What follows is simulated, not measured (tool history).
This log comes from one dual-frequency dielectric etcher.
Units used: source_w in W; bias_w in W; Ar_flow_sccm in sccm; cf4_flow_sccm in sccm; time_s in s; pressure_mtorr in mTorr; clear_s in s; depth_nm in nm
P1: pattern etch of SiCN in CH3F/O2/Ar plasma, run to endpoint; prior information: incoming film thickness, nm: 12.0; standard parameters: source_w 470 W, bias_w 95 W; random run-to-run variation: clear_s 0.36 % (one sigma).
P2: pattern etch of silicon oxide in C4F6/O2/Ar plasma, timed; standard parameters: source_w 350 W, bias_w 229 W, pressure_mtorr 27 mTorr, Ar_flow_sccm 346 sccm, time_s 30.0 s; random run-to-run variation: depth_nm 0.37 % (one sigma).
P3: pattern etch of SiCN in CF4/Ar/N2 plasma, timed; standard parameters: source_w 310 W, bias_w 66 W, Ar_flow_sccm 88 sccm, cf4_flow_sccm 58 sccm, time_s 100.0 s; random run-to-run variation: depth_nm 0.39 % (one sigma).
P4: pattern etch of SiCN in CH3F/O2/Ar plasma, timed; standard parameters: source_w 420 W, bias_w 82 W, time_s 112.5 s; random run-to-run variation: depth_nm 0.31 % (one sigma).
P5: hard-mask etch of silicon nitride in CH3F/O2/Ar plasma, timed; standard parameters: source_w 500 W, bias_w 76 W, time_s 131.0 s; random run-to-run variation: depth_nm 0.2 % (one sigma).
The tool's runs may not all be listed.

run	hour	process	source_w	bias_w	Ar_flow_sccm	cf4_flow_sccm	time_s	pressure_mtorr	hours since the last wet clean	hours since the last source power generator calibration	hours since the last bias power generator calibration	clear_s	depth_nm
1	10.3	P1	470	95					190.5	782.1	458.9	28.086	
2	26.7	P3	310	66	88	58	68.5		206.9	798.5	475.3		41.043
3	35.6	P1	600	95					215.8	807.4	484.2	25.724	
4	46.2	P4	420	60			112.5		226.4	818.0	494.8		40.231
5	55.1	P2	350	229	346		16.5	27	235.3	826.9	503.7		54.224
6	71.3	P1	470	76					251.5	843.1	519.9	30.727	
7	84.3	P5	500	76			168.5		264.5	856.1	532.9		132.060
8	98.2	P1	470	95					278.4	870.0	546.8	28.353	
9	113.9	P2	350	304	346		30.0	27	294.1	885.7	562.5		108.660
10	126.5	P2	430	229	346		30.0	27	306.7	898.3	575.1		107.190
11	138.3	P1	550	119					318.5	910.1	586.9	24.391	
12	151.9	P3	310	66	88	58	100.0		332.1	923.7	600.5		59.658
13	165.1	P1	470	119					345.3	936.9	613.7	25.869	
14	173.0	P1	470	95					353.2	944.8	621.6	28.104	
15	186.0	P5	340	76			131.0		366.2	957.8	634.6		88.764
16	198.9	P2	350	229	346		30.0	27	379.1	970.7	647.5		99.369
17	208.6	P1	470	95					388.8	980.4	657.2	28.093	
18	224.9	P5	500	94			131.0		405.1	996.7	673.5		111.000
19	239.5	P2	350	229	256		30.0	27	419.7	1011.3	688.1		101.890
20	247.5	P3	310	66	88	58	100.0		427.7	1019.3	696.1		59.623
21	257.9	P3	310	66	106	58	100.0		438.1	1029.7	706.5		57.916
22	268.5	P4	560	82			112.5		448.7	1040.3	717.1		49.708
23	284.2	P3	310	66	88	47	100.0		464.4	1056.0	732.8		58.050
24	299.5	P3	310	90	88	58	100.0		479.7	1071.3	748.1		66.333
25	310.9	P5	500	76			131.0		491.1	1082.7	759.5		103.000
26	325.1	P4	420	82			165.5		505.3	1096.9	773.7		66.019
27	336.1	P3	420	66	88	58	100.0		516.3	1107.9	784.7		78.025
28	348.2	P4	420	82			112.5		528.4	1120.0	796.8		44.694
29	359.6	P1	350	95					539.8	1131.4	808.2	31.410	
30	367.2	P4	420	82			112.5		547.4	1139.0	815.8		44.725
31	379.3	P2	350	229	346		30.0	37	559.5	1151.1	827.9		95.200
32	395.2	P1	470	95					575.4	1167.0	843.8	28.432	
33	410.4	P1	470	95					590.6	1182.2	859.0	28.198	
34	418.5	P1	470	95					598.7	1190.3	867.1	28.019	
35	431.4	P1	470	95					611.6	1203.2	880.0	27.931	
36	440.9	P1	470	95					621.1	1212.7	889.5	27.763	
37	451.1	P1	470	95					631.3	1222.9	899.7	27.690	
38	459.4	P1	470	95					639.6	1231.2	908.0	27.690	
# hour 473.5: wet clean of the chamber
39	476.0	P1	470	95					2.6	1247.8	924.6	27.731	
40	489.3	P1	470	95					15.9	1261.1	937.9	27.854	
41	499.2	P1	470	95					25.8	1271.0	947.8	27.731	
42	515.0	P1	470	95					41.6	1286.8	963.6	27.699	

What P1 gives has crept away from where it was. These 2 causes fit the log equally well, each at the size given:
A: source power that arrives over what is set, % = 4.99
B: bias power that arrives over what is set, % = 4.99
The drift started at roughly hour 395.2.
The rest of the possible causes, and what rules out each one:
chamber walls in a state that raises the etch rate, %: was serviced at hour 473.5, once the creep was under way, yet the earlier output never came back

The list below offers 4 check runs, each averaging the results of 2 wafers, and shows each result as a question mark. For which of them would the listed causes give clearly different results?
check 1	530.8	P3	310	66	88	58	100.0						?
check 2	530.8	P4	420	82			112.5						?
check 3	530.8	P2	350	229	346		30.0	27					?
check 4	530.8	P5	500	76			131.0						?

What each check would give under each cause:
check	result	if A	if B
check 1	depth_nm	62.327	60.763
check 2	depth_nm	45.502	45.480
check 3	depth_nm	100.730	100.510
check 4	depth_nm	104.820	104.630
Distance between the nearest two causes, measured in the result of the check that separates them most: check 1 2.54 %; check 2 0.05 %; check 3 0.23 %; check 4 0.18 %
The other checks would show nearly matching results whichever cause is true, so check 1 is the only one that separates the causes.

Check 1 has now been run. It gave: depth_nm 60.816 nm. Which of the candidate causes is it?

Of the candidate causes, it is B: bias power that arrives over what is set, %.
